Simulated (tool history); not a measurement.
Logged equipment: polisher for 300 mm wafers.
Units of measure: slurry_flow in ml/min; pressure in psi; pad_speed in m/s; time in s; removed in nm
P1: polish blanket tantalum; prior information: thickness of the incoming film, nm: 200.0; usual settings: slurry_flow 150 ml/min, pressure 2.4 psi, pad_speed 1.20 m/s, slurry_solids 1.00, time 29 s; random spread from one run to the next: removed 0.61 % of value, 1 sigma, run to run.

{"run": 1, "hour": 10.6, "slurry_flow": 150, "pressure": 2.4, "pad_speed": 1.2, "slurry_solids": 1.0, "time": 29, "removed": 68.471}
{"run": 2, "hour": 17.3, "slurry_flow": 230, "pressure": 2.4, "pad_speed": 1.2, "slurry_solids": 1.0, "time": 29, "removed": 73.302}
{"run": 3, "hour": 30.7, "slurry_flow": 150, "pressure": 3.3, "pad_speed": 1.2, "slurry_solids": 1.0, "time": 29, "removed": 94.712}
{"run": 4, "hour": 39.1, "slurry_flow": 90, "pressure": 2.4, "pad_speed": 1.2, "slurry_solids": 1.0, "time": 29, "removed": 61.627}
{"run": 5, "hour": 49.2, "slurry_flow": 150, "pressure": 2.4, "pad_speed": 1.2, "slurry_solids": 1.0, "time": 41, "removed": 97.118}
{"run": 6, "hour": 59.8, "slurry_flow": 190, "pressure": 3.6, "pad_speed": 1.2, "slurry_solids": 1.0, "time": 29, "removed": 107.3}
{"run": 7, "hour": 73.8, "slurry_flow": 150, "pressure": 2.4, "pad_speed": 1.84, "slurry_solids": 1.0, "time": 17, "removed": 61.49}
{"run": 8, "hour": 84.6, "slurry_flow": 150, "pressure": 1.7, "pad_speed": 1.2, "slurry_solids": 1.4, "time": 29, "removed": 53.269}
{"run": 9, "hour": 99.6, "slurry_flow": 150, "pressure": 2.4, "pad_speed": 1.2, "slurry_solids": 1.0, "time": 29, "removed": 69.541}
{"run": 10, "hour": 106.3, "slurry_flow": 150, "pressure": 2.4, "pad_speed": 1.2, "slurry_solids": 0.55, "time": 29, "removed": 55.804}
{"run": 11, "hour": 115.3, "slurry_flow": 150, "pressure": 2.4, "pad_speed": 1.2, "slurry_solids": 1.0, "time": 29, "removed": 68.632}
{"hour": 127.9, "done": "head pressure recalibrated"}
{"run": 12, "hour": 130.6, "slurry_flow": 150, "pressure": 2.4, "pad_speed": 1.2, "slurry_solids": 1.0, "time": 29, "removed": 69.235}
{"run": 13, "hour": 144.8, "slurry_flow": 150, "pressure": 2.4, "pad_speed": 1.2, "slurry_solids": 1.35, "time": 29, "removed": 73.283}
{"run": 14, "hour": 153.5, "slurry_flow": 150, "pressure": 1.3, "pad_speed": 1.2, "slurry_solids": 1.0, "time": 29, "removed": 37.366}
{"run": 15, "hour": 163.1, "slurry_flow": 150, "pressure": 2.4, "pad_speed": 0.86, "slurry_solids": 1.0, "time": 29, "removed": 49.425}
{"run": 16, "hour": 175.1, "slurry_flow": 150, "pressure": 2.4, "pad_speed": 1.2, "slurry_solids": 1.0, "time": 19, "removed": 45.217}
{"run": 17, "hour": 189.2, "slurry_flow": 150, "pressure": 2.4, "pad_speed": 1.6, "slurry_solids": 1.0, "time": 29, "removed": 90.559}
{"run": 18, "hour": 199.2, "slurry_flow": 150, "pressure": 2.4, "pad_speed": 1.2, "slurry_solids": 1.0, "time": 29, "removed": 68.843}
{"run": 19, "hour": 206.8, "slurry_flow": 150, "pressure": 2.4, "pad_speed": 1.2, "slurry_solids": 1.0, "time": 29, "removed": 68.752}
{"run": 20, "hour": 215.5, "slurry_flow": 150, "pressure": 2.4, "pad_speed": 1.2, "slurry_solids": 1.0, "time": 29, "removed": 69.184}
{"run": 21, "hour": 224.6, "slurry_flow": 150, "pressure": 2.4, "pad_speed": 1.2, "slurry_solids": 1.0, "time": 29, "removed": 65.165}
{"run": 22, "hour": 237.5, "slurry_flow": 150, "pressure": 2.4, "pad_speed": 1.2, "slurry_solids": 1.0, "time": 29, "removed": 63.683}
{"run": 23, "hour": 248.0, "slurry_flow": 150, "pressure": 2.4, "pad_speed": 1.2, "slurry_solids": 1.0, "time": 29, "removed": 61.951}
{"hour": 253.7, "done": "worn pad replaced by a new one"}
{"hour": 257.9, "done": "slurry nozzle cleaned"}
{"run": 24, "hour": 258.3, "slurry_flow": 150, "pressure": 2.4, "pad_speed": 1.2, "slurry_solids": 1.0, "time": 29, "removed": 61.406}
{"run": 25, "hour": 272.9, "slurry_flow": 150, "pressure": 2.4, "pad_speed": 1.2, "slurry_solids": 1.0, "time": 29, "removed": 61.065}
{"run": 26, "hour": 281.1, "slurry_flow": 150, "pressure": 2.4, "pad_speed": 1.2, "slurry_solids": 1.0, "time": 29, "removed": 61.158}
{"run": 27, "hour": 291.7, "slurry_flow": 150, "pressure": 2.4, "pad_speed": 1.2, "slurry_solids": 1.0, "time": 29, "removed": 61.135}

What P1 gives has crept away from where it was. These 2 causes fit the log equally well, each at the size given:
A: head's pressure below its setpoint, % = 11.4
B: abrasive missing from the slurry, % = 31.1
The onset of the drift is placed at about hour 215.5.
The rest of the possible causes, and what rules out each one:
removal rate lost through wear of the pad, %: serviced at hour 253.7, after the change had begun; the process did not return to its earlier output
slurry flow missing at the pad, %: serviced at hour 257.9, after the change had begun; the process did not return to its earlier output

Which of the 4 check runs listed below, each an average over 2 wafers with its results shown as question marks, gives clearly different results under the different listed causes?
{"run": "check 1", "hour": 302.3, "slurry_flow": 150, "pressure": 1.5, "pad_speed": 1.58, "slurry_solids": 1.0, "time": 29, "removed": "?"}
{"run": "check 2", "hour": 302.3, "slurry_flow": 225, "pressure": 2.4, "pad_speed": 1.2, "slurry_solids": 1.0, "time": 29, "removed": "?"}
{"run": "check 3", "hour": 302.3, "slurry_flow": 150, "pressure": 1.6, "pad_speed": 1.2, "slurry_solids": 0.7, "time": 29, "removed": "?"}
{"run": "check 4", "hour": 302.3, "slurry_flow": 150, "pressure": 1.7, "pad_speed": 1.2, "slurry_solids": 1.0, "time": 36, "removed": "?"}

Expected result of each check under each candidate cause:
check=check_1 result=removed if_A=50.173 if_B=50.160
check=check_2 result=removed if_A=64.618 if_B=64.601
check=check_3 result=removed if_A=36.212 if_B=35.109
check=check_4 result=removed if_A=53.611 if_B=53.597
Per check, the gap between the least separated pair of causes, taken in the result that splits them most: check 1 0.03 %; check 2 0.03 %; check 3 3.09 %; check 4 0.03 %
Check 3 is the one run that separates the causes; every other check would come out nearly the same whichever cause is at work.

Running check 3 produced the following: removed 36.240 nm. Which one of the listed causes fits?

The correct cause is A, namely: head's pressure below its setpoint, %.

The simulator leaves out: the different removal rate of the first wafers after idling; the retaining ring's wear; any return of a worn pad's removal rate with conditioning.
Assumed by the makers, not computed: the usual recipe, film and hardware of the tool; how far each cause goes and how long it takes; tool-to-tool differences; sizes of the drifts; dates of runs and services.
